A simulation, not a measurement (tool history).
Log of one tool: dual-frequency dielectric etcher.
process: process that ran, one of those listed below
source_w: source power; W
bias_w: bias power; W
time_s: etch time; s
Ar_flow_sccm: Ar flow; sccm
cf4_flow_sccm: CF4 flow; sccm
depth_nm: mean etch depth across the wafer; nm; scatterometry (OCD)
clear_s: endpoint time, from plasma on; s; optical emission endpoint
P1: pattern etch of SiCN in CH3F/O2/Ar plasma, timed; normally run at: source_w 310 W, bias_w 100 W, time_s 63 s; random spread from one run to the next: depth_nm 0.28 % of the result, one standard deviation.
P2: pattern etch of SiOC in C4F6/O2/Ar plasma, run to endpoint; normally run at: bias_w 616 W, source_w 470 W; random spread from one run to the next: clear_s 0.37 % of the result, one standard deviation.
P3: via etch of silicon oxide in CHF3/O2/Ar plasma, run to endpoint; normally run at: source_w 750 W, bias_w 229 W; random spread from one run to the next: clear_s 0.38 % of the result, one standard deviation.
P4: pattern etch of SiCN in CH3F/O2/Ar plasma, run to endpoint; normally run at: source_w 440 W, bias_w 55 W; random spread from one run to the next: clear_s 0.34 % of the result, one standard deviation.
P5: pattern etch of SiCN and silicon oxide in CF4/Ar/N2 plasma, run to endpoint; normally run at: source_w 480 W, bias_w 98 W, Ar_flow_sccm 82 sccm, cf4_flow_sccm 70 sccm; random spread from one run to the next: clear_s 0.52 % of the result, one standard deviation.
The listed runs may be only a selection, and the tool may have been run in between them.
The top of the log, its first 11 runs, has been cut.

run	hour	process	source_w	bias_w	time_s	Ar_flow_sccm	cf4_flow_sccm	hours since the last wet clean	hours since the last source power generator calibration	hours since the last bias power generator calibration	depth_nm	clear_s
12	77	P1	310	100	63			281.6	634.3	2225	24.419	
13	81.3	P1	310	128	63			285.9	638.6	2229.3	26.832	
14	88.6	P1	400	100	40			293.2	645.9	2236.6	17.031	
15	92.7	P1	400	100	63			297.3	650	2240.7	26.606	
16	98.9	P5	570	98		82	70	303.5	656.2	2246.9		12.238
17	106.5	P3	750	229				311.1	663.8	2254.5		271.6
18	113.4	P4	440	34				318	670.7	2261.4		29.599
19	121.1	P5	480	138		82	70	325.7	678.4	2269.1		12.573
20	127.5	P2	470	387				332.1	684.8	2275.5		9.8592
21	136.7	P2	270	616				341.3	694	2284.7		10.181
22	144.6	P4	440	55				349.2	701.9	2292.6		25.629
23	149.5	P1	310	100	63			354.1	706.8	2297.5	24.483	
24	158.4	P3	470	229				363	715.7	2306.4		323.14
25	166.6	P1	310	100	94.5			371.2	723.9	2314.6	36.733	
26	171.4	P1	310	100	63			376	728.7	2319.4	24.327	
27	176.8	P5	480	98		82	97	381.4	734.1	2324.8		13.86

Run 28, settings as shown, results not yet in. Your forecast:
28	182.8	P5	480	98		82	70	387.4	740.1	2330.8		?

Run 28 produced clear_s 14.328 s.

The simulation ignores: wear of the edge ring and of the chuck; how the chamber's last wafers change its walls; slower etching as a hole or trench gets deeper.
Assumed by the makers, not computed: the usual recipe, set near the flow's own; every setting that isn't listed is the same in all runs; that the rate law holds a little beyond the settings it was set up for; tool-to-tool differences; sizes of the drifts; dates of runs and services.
